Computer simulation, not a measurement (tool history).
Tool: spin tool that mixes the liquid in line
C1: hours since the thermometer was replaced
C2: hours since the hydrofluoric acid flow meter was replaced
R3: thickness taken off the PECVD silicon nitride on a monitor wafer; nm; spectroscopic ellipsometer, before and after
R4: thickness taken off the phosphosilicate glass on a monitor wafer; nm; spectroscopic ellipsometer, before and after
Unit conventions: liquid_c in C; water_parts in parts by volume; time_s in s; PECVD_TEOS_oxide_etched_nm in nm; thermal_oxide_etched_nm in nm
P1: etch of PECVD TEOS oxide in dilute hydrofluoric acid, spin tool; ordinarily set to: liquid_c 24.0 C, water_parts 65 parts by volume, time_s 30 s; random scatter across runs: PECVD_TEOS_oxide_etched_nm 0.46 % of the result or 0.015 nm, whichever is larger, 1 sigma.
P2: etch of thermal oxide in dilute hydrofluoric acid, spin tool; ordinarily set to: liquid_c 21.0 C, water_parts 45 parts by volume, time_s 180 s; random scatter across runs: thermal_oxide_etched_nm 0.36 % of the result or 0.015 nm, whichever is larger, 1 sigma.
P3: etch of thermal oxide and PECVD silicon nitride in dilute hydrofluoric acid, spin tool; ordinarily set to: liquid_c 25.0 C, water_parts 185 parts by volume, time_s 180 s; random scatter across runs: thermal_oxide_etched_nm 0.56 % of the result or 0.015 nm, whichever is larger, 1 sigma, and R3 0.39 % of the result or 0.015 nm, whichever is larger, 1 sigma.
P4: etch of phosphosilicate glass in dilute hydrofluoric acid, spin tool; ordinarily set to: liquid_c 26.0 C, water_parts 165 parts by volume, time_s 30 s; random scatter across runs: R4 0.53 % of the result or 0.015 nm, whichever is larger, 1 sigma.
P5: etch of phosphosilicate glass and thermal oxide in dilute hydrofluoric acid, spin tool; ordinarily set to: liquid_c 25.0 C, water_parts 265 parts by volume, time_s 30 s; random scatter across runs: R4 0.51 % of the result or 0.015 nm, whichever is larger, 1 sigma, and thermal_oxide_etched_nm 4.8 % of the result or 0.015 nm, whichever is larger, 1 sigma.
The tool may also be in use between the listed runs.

run 1 hour=9.6 | process=P1 liquid_c=24.0 water_parts=65 time_s=30 | C1=1408.5 C2=359.7 | PECVD_TEOS_oxide_etched_nm=13.6330
run 2 hour=22.8 | process=P1 liquid_c=24.0 water_parts=65 time_s=30 | C1=1421.7 C2=372.9 | PECVD_TEOS_oxide_etched_nm=13.5920
run 3 hour=29.8 | process=P1 liquid_c=31.0 water_parts=110 time_s=30 | C1=1428.7 C2=379.9 | PECVD_TEOS_oxide_etched_nm=10.0040
run 4 hour=42.3 | process=P1 liquid_c=31.5 water_parts=65 time_s=30 | C1=1441.2 C2=392.4 | PECVD_TEOS_oxide_etched_nm=18.5220
run 5 hour=50.8 | process=P2 liquid_c=21.0 water_parts=45 time_s=180 | C1=1449.7 C2=400.9 | thermal_oxide_etched_nm=18.45200
run 6 hour=61.3 | process=P1 liquid_c=24.0 water_parts=65 time_s=30 | C1=1460.2 C2=411.4 | PECVD_TEOS_oxide_etched_nm=13.6630
run 7 hour=67.6 | process=P3 liquid_c=25.0 water_parts=185 time_s=180 | C1=1466.5 C2=417.7 | thermal_oxide_etched_nm=4.17590 R3=5.7894
run 8 hour=80.7 | process=P1 liquid_c=24.0 water_parts=65 time_s=30 | C1=1479.6 C2=430.8 | PECVD_TEOS_oxide_etched_nm=13.6470
run 9 hour=87.5 | process=P2 liquid_c=21.0 water_parts=45 time_s=60 | C1=1486.4 C2=437.6 | thermal_oxide_etched_nm=6.13550
run 10 hour=93.9 | process=P5 liquid_c=25.0 water_parts=265 time_s=45 | C1=1492.8 C2=444.0 | thermal_oxide_etched_nm=0.72211 R4=25.784
run 11 hour=101.6 | process=P1 liquid_c=24.0 water_parts=65 time_s=45 | C1=1500.5 C2=451.7 | PECVD_TEOS_oxide_etched_nm=20.5210
run 12 hour=109.1 | process=P3 liquid_c=33.0 water_parts=185 time_s=180 | C1=1508.0 C2=459.2 | thermal_oxide_etched_nm=5.49970 R3=9.3827
run 13 hour=116.1 | process=P4 liquid_c=26.0 water_parts=60 time_s=30 | C1=1515.0 C2=466.2 | R4=34.643
run 14 hour=122.8 | process=P1 liquid_c=24.0 water_parts=100 time_s=30 | C1=1521.7 C2=472.9 | PECVD_TEOS_oxide_etched_nm=8.5190
run 15 hour=131.9 | process=P5 liquid_c=17.0 water_parts=265 time_s=30 | C1=1530.8 C2=482.0 | thermal_oxide_etched_nm=0.31492 R4=12.707
run 16 hour=138.9 | process=P1 liquid_c=24.0 water_parts=20 time_s=30 | C1=1537.8 C2=489.0 | PECVD_TEOS_oxide_etched_nm=47.1310
run 17 hour=145.7 | process=P4 liquid_c=26.0 water_parts=165 time_s=55 | C1=1544.6 C2=495.8 | R4=20.091
run 18 hour=158.8 | process=P1 liquid_c=24.0 water_parts=65 time_s=30 | C1=1557.7 C2=508.9 | PECVD_TEOS_oxide_etched_nm=13.6360
run 19 hour=166.9 | process=P4 liquid_c=26.0 water_parts=165 time_s=30 | C1=1565.8 C2=517.0 | R4=10.893
run 20 hour=178.9 | process=P5 liquid_c=25.0 water_parts=265 time_s=30 | C1=1577.8 C2=529.0 | thermal_oxide_etched_nm=0.47373 R4=17.083
run 21 hour=188.5 | process=P1 liquid_c=24.0 water_parts=65 time_s=15 | C1=1587.4 C2=538.6 | PECVD_TEOS_oxide_etched_nm=6.8293
run 22 hour=196.8 | process=P1 liquid_c=24.0 water_parts=65 time_s=30 | C1=1595.7 C2=546.9 | PECVD_TEOS_oxide_etched_nm=13.5060
run 23 hour=210.2 | process=P3 liquid_c=25.0 water_parts=185 time_s=180 | C1=1609.1 C2=560.3 | thermal_oxide_etched_nm=4.20050 R3=5.7396
run 24 hour=218.6 | process=P1 liquid_c=18.0 water_parts=65 time_s=45 | C1=1617.5 C2=568.7 | PECVD_TEOS_oxide_etched_nm=15.9260
-- hour=228.4 thermometer replaced
run 25 hour=228.5 | process=P3 liquid_c=25.0 water_parts=115 time_s=180 | C1=0.1 C2=578.6 | thermal_oxide_etched_nm=7.31620 R3=9.1827
run 26 hour=236.6 | process=P5 liquid_c=25.0 water_parts=50 time_s=30 | C1=8.2 C2=586.7 | thermal_oxide_etched_nm=2.98960 R4=116.300
run 27 hour=242.7 | process=P2 liquid_c=21.0 water_parts=45 time_s=180 | C1=14.3 C2=592.8 | thermal_oxide_etched_nm=18.42900
run 28 hour=254.4 | process=P2 liquid_c=21.0 water_parts=25 time_s=180 | C1=26.0 C2=604.5 | thermal_oxide_etched_nm=34.29300
run 29 hour=261.1 | process=P3 liquid_c=25.0 water_parts=185 time_s=295 | C1=32.7 C2=611.2 | thermal_oxide_etched_nm=6.78880 R3=9.3389
run 30 hour=268.6 | process=P4 liquid_c=31.0 water_parts=165 time_s=30 | C1=40.2 C2=618.7 | R4=13.190
run 31 hour=280.8 | process=P2 liquid_c=28.5 water_parts=45 time_s=180 | C1=52.4 C2=630.9 | thermal_oxide_etched_nm=25.02800
run 32 hour=293.0 | process=P1 liquid_c=18.0 water_parts=65 time_s=30 | C1=64.6 C2=643.1 | PECVD_TEOS_oxide_etched_nm=10.6730
run 33 hour=299.0 | process=P1 liquid_c=24.0 water_parts=65 time_s=30 | C1=70.6 C2=649.1 | PECVD_TEOS_oxide_etched_nm=13.5720

Run 34, settings as shown, results not yet in. Your forecast:
run 34 hour=311.8 | process=P1 liquid_c=24.0 water_parts=65 time_s=30 | C1=83.4 C2=661.9 | PECVD_TEOS_oxide_etched_nm=?

{"run 34": {"PECVD_TEOS_oxide_etched_nm": 14.151}}

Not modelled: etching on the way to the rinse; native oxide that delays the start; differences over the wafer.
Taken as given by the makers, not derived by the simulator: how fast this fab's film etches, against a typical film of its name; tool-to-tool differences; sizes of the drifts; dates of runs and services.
